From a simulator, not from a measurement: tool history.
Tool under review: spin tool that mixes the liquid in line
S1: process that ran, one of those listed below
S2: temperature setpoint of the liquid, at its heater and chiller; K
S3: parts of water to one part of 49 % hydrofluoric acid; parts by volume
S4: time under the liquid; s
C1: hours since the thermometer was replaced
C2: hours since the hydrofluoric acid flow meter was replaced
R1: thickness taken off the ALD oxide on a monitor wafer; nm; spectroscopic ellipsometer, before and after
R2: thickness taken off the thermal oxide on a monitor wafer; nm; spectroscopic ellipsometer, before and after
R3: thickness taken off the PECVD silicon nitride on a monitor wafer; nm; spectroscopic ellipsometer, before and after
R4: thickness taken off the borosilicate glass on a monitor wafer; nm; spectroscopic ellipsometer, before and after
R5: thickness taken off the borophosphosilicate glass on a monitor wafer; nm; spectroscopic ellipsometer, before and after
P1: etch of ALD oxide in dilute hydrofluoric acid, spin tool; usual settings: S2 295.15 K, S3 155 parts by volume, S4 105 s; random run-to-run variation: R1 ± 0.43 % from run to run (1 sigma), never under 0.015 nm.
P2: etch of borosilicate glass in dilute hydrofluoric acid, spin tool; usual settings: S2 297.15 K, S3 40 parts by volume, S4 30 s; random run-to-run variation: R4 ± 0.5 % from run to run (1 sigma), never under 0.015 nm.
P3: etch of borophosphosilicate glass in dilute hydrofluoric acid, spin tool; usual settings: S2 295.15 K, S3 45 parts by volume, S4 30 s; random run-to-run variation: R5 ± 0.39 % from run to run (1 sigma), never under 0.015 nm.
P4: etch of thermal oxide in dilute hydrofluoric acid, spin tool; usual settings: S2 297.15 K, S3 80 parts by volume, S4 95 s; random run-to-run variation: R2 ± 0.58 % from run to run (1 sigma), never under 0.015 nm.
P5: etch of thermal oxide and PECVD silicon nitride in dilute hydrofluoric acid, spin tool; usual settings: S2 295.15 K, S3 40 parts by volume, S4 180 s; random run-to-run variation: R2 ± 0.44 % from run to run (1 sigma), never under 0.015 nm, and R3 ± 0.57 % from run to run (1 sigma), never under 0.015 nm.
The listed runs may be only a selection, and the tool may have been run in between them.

run 1 hour=3.9 | S1=P1 S2=295.15 S3=155 S4=105 | C1=2094.5 C2=1270 | R1=12.902
run 2 hour=9.5 | S1=P5 S2=299.65 S3=40 S4=180 | C1=2100.1 C2=1275.6 | R2=25.137 R3=20.875
run 3 hour=12.2 | S1=P2 S2=297.15 S3=55 S4=30 | C1=2102.8 C2=1278.3 | R4=16.107
run 4 hour=18.2 | S1=P1 S2=295.15 S3=155 S4=15 | C1=2108.8 C2=1284.3 | R1=1.8546
run 5 hour=23.4 | S1=P5 S2=295.15 S3=40 S4=180 | C1=2114 C2=1289.5 | R2=20.887 R3=15.584
run 6 hour=27.3 | S1=P2 S2=303.15 S3=40 S4=30 | C1=2117.9 C2=1293.4 | R4=28.617
run 7 hour=31.4 | S1=P1 S2=295.15 S3=265 S4=105 | C1=2122 C2=1297.5 | R1=6.7249
run 8 hour=35.9 | S1=P4 S2=297.15 S3=125 S4=95 | C1=2126.5 C2=1302 | R2=3.6113
run 9 hour=41.6 | S1=P1 S2=295.15 S3=155 S4=105 | C1=2132.2 C2=1307.7 | R1=12.828
run 10 hour=46.2 | S1=P1 S2=301.15 S3=155 S4=15 | C1=2136.8 C2=1312.3 | R1=2.2927
run 11 hour=50.8 | S1=P4 S2=297.15 S3=80 S4=95 | C1=2141.4 C2=1316.9 | R2=5.8961
run 12 hour=53.7 | S1=P3 S2=295.15 S3=75 S4=30 | C1=2144.3 C2=1319.8 | R5=27.148
run 13 hour=59.4 | S1=P1 S2=295.15 S3=35 S4=150 | C1=2150 C2=1325.5 | R1=93.576
run 14 hour=64.4 | S1=P1 S2=295.15 S3=155 S4=150 | C1=2155 C2=1330.5 | R1=18.305
run 15 hour=67.7 | S1=P2 S2=297.15 S3=40 S4=15 | C1=2158.3 C2=1333.8 | R4=11.233
run 16 hour=73.6 | S1=P4 S2=302.65 S3=80 S4=95 | C1=2164.2 C2=1339.7 | R2=7.3477
run 17 hour=79.6 | S1=P3 S2=295.15 S3=45 S4=45 | C1=2170.2 C2=1345.7 | R5=70.875
run 18 hour=83.6 | S1=P5 S2=295.15 S3=40 S4=180 | C1=2174.2 C2=1349.7 | R2=20.909 R3=15.432
run 19 hour=86.3 | S1=P5 S2=295.15 S3=70 S4=180 | C1=2176.9 C2=1352.4 | R2=11.419 R3=8.929
run 20 hour=91.5 | S1=P1 S2=295.15 S3=30 S4=105 | C1=2182.1 C2=1357.6 | R1=76.754
run 21 hour=95.5 | S1=P3 S2=295.15 S3=45 S4=30 | C1=2186.1 C2=1361.6 | R5=46.807
run 22 hour=99.5 | S1=P1 S2=290.15 S3=245 S4=105 | C1=2190.1 C2=1365.6 | R1=6.1149
run 23 hour=104.6 | S1=P1 S2=295.15 S3=155 S4=105 | C1=2195.2 C2=1370.7 | R1=12.918
run 24 hour=107.3 | S1=P1 S2=295.15 S3=155 S4=105 | C1=2197.9 C2=1373.4 | R1=12.986
run 25 hour=111.8 | S1=P5 S2=295.15 S3=40 S4=315 | C1=2202.4 C2=1377.9 | R2=36.349 R3=27.069
run 26 hour=115.5 | S1=P4 S2=297.15 S3=80 S4=45 | C1=2206.1 C2=1381.6 | R2=2.7849
run 27 hour=120.7 | S1=P3 S2=302.15 S3=45 S4=30 | C1=2211.3 C2=1386.8 | R5=62.908
run 28 hour=125.5 | S1=P1 S2=299.15 S3=155 S4=105 | C1=2216.1 C2=1391.6 | R1=15.124
run 29 hour=130.7 | S1=P1 S2=290.15 S3=155 S4=105 | C1=2221.3 C2=1396.8 | R1=10.585
run 30 hour=133.4 | S1=P1 S2=295.15 S3=155 S4=105 | C1=2224 C2=1399.5 | R1=12.859
run 31 hour=139.1 | S1=P2 S2=297.15 S3=40 S4=30 | C1=2229.7 C2=1405.2 | R4=22.397
run 32 hour=143.6 | S1=P1 S2=295.15 S3=155 S4=105 | C1=2234.2 C2=1409.7 | R1=12.821
run 33 hour=148.4 | S1=P1 S2=295.15 S3=155 S4=105 | C1=2239 C2=1414.5 | R1=12.388
run 34 hour=152.2 | S1=P1 S2=295.15 S3=155 S4=105 | C1=2242.8 C2=1418.3 | R1=12.171
run 35 hour=155.5 | S1=P1 S2=295.15 S3=155 S4=105 | C1=2246.1 C2=1421.6 | R1=11.923
run 36 hour=158.6 | S1=P1 S2=295.15 S3=155 S4=105 | C1=2249.2 C2=1424.7 | R1=11.923
run 37 hour=163.7 | S1=P1 S2=295.15 S3=155 S4=105 | C1=2254.3 C2=1429.8 | R1=11.9
run 38 hour=167 | S1=P1 S2=295.15 S3=155 S4=105 | C1=2257.6 C2=1433.1 | R1=11.775
run 39 hour=172.2 | S1=P1 S2=295.15 S3=155 S4=105 | C1=2262.8 C2=1438.3 | R1=11.725

P1 has crept away from where it was. The log is fitted equally well by each of these 2 causes, at the sizes shown:
A: hydrofluoric acid flow below the setpoint (%) = 7.13
B: liquid colder than its thermometer reads (K) = 2.21
At approximately hour 143.6, the process output began to creep.

4 check runs are offered, one wafer each, their results left as question marks. Which one tells the causes apart?
run check 1 hour=177.4 | S1=P4 S2=297.15 S3=115 S4=95 | R2=?
run check 2 hour=177.4 | S1=P3 S2=300.65 S3=70 S4=30 | R5=?
run check 3 hour=177.4 | S1=P5 S2=298.65 S3=40 S4=260 | R2=? R3=?
run check 4 hour=177.4 | S1=P2 S2=297.15 S3=50 S4=30 | R4=?

Check results expected under each cause:
check=check_1 result=R2 if_A=3.6126 if_B=3.6018
check=check_2 result=R5 if_A=33.808 if_B=33.594
check=check_3 result=R2 if_A=32.224 if_B=31.802
check=check_3 result=R3 if_A=26.467 if_B=24.504
check=check_4 result=R4 if_A=16.301 if_B=16.096
How far apart the two closest causes lie, in the result that separates them most: check 1 0.3 %; check 2 0.64 %; check 3 7.71 %; check 4 1.27 %
Only check 3 tells the causes apart: in the others they would give nearly the same result.

With check 3 done, the readings were: R2 31.72 nm; R3 24.725 nm. Identify which of the listed causes applies.

B is the cause: liquid colder than its thermometer reads (K).
